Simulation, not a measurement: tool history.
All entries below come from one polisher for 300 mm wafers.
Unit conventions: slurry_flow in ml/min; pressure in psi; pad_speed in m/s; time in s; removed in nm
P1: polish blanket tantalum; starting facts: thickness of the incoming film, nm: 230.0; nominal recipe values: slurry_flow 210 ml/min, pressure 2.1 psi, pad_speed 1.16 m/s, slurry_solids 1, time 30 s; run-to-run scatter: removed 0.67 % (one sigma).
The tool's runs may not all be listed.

run,day,slurry_flow,pressure,pad_speed,slurry_solids,time,wafers polished on this pad,hours since the slurry nozzle was cleaned,hours since the head pressure was calibrated,hours since the slurry blender was calibrated,removed
1,0.217,210,2.1,1.16,1,30,435,287.4,823.8,210.7,67.695
2,0.362,210,3.1,1.16,1,30,465,290.9,827.3,214.2,99.028
3,0.529,210,2.1,1.54,1,30,500,294.9,831.3,218.2,89.763
4,0.725,210,2.1,1.16,1,14,540,299.6,836,222.9,31.587
5,0.929,210,2.1,1.16,1,30,583,304.5,840.9,227.8,68.207
6,1.079,125,2.1,1.16,1,30,614,308.1,844.5,231.4,62.05
7,1.204,210,2.1,1.66,1,43,640,311.1,847.5,234.4,138.47
8,1.308,210,2.1,0.52,1,30,661,313.6,850,236.9,30.136
9,1.442,210,2.1,1.16,1,30,689,316.8,853.2,240.1,67.488
10,1.554,210,2.1,1.16,1,46,712,319.5,855.9,242.8,103.5
11,1.688,210,2.1,1.16,1,30,740,322.7,859.1,246,67.825
12,1.892,210,1.1,1.16,1,30,782,327.6,864,250.9,35.622
13,2.058,210,2.1,1.16,0.5,30,817,331.6,868,254.9,52.311
14,2.175,135,2.1,1.16,1,18,841,334.4,870.8,257.7,37.575
15,2.321,150,1.3,1.16,1,30,871,337.9,874.3,261.2,39.746
16,2.425,210,2.1,1.16,1.4,30,892,340.4,876.8,263.7,73.01
17,2.629,305,2.1,1.16,1,30,935,345.3,881.7,268.6,70.463
18,2.833,210,2.1,1.16,1,30,977,350.2,886.6,273.5,68.133
19,3.038,210,2.1,1.16,1,30,1019,355.1,891.5,278.4,64.044
20,3.196,210,2.1,1.16,1,30,1052,358.9,895.3,282.2,62.885
# day 3.267: worn pad replaced by a new one
# day 3.275: slurry nozzle cleaned
21,3.362,210,2.1,1.16,1,30,19,2.1,899.3,286.2,62.644
22,3.467,210,2.1,1.16,1,30,41,4.6,901.8,288.7,61.724
23,3.642,210,2.1,1.16,1,30,77,8.8,906,292.9,61.968
24,3.821,210,2.1,1.16,1,30,114,13.1,910.3,297.2,62.519
25,4.012,210,2.1,1.16,1,30,154,17.7,914.9,301.8,61.315

Something has made what P1 gives creep away from where it was; the 2 causes below, each at its own stated size, fit the log equally well:
A: abrasive missing from the slurry, % = 26.3
B: head's pressure below its setpoint, % = 9.25
The gradual shift began around day 2.833.
Each remaining cause and why it is not a fit:
removal rate lost through wear of the pad, %: its service at day 3.267 followed the start of the drift and did not put the process back to its old value
slurry flow missing at the pad, %: its service at day 3.275 followed the start of the drift and did not put the process back to its old value

4 check runs are offered, each on 2 wafers whose results are averaged, their results left as question marks. Which one tells the causes apart?
check 1,4.204,290,2.1,0.56,1,30,,,,,?
check 2,4.204,210,3,1.16,1,15,,,,,?
check 3,4.204,125,2.1,1.16,1,14,,,,,?
check 4,4.204,210,2.1,1.16,0.6,19,,,,,?

Check results expected under each cause:
check,result,if A,if B
check 1,removed,30.668,30.669
check 2,removed,43.816,43.817
check 3,removed,26.322,26.322
check 4,removed,31.47,32.635
Gap, in per cent, between the two causes that each check separates least, read from the result that separates them most: check 1 0 %; check 2 0 %; check 3 0 %; check 4 3.64 %
The causes can be told apart only by check 4. The other checks would give nearly the same results under each of them.

Running check 4 produced the following: removed 31.535 nm. Which one of the listed causes fits?

It is A: abrasive missing from the slurry, %.
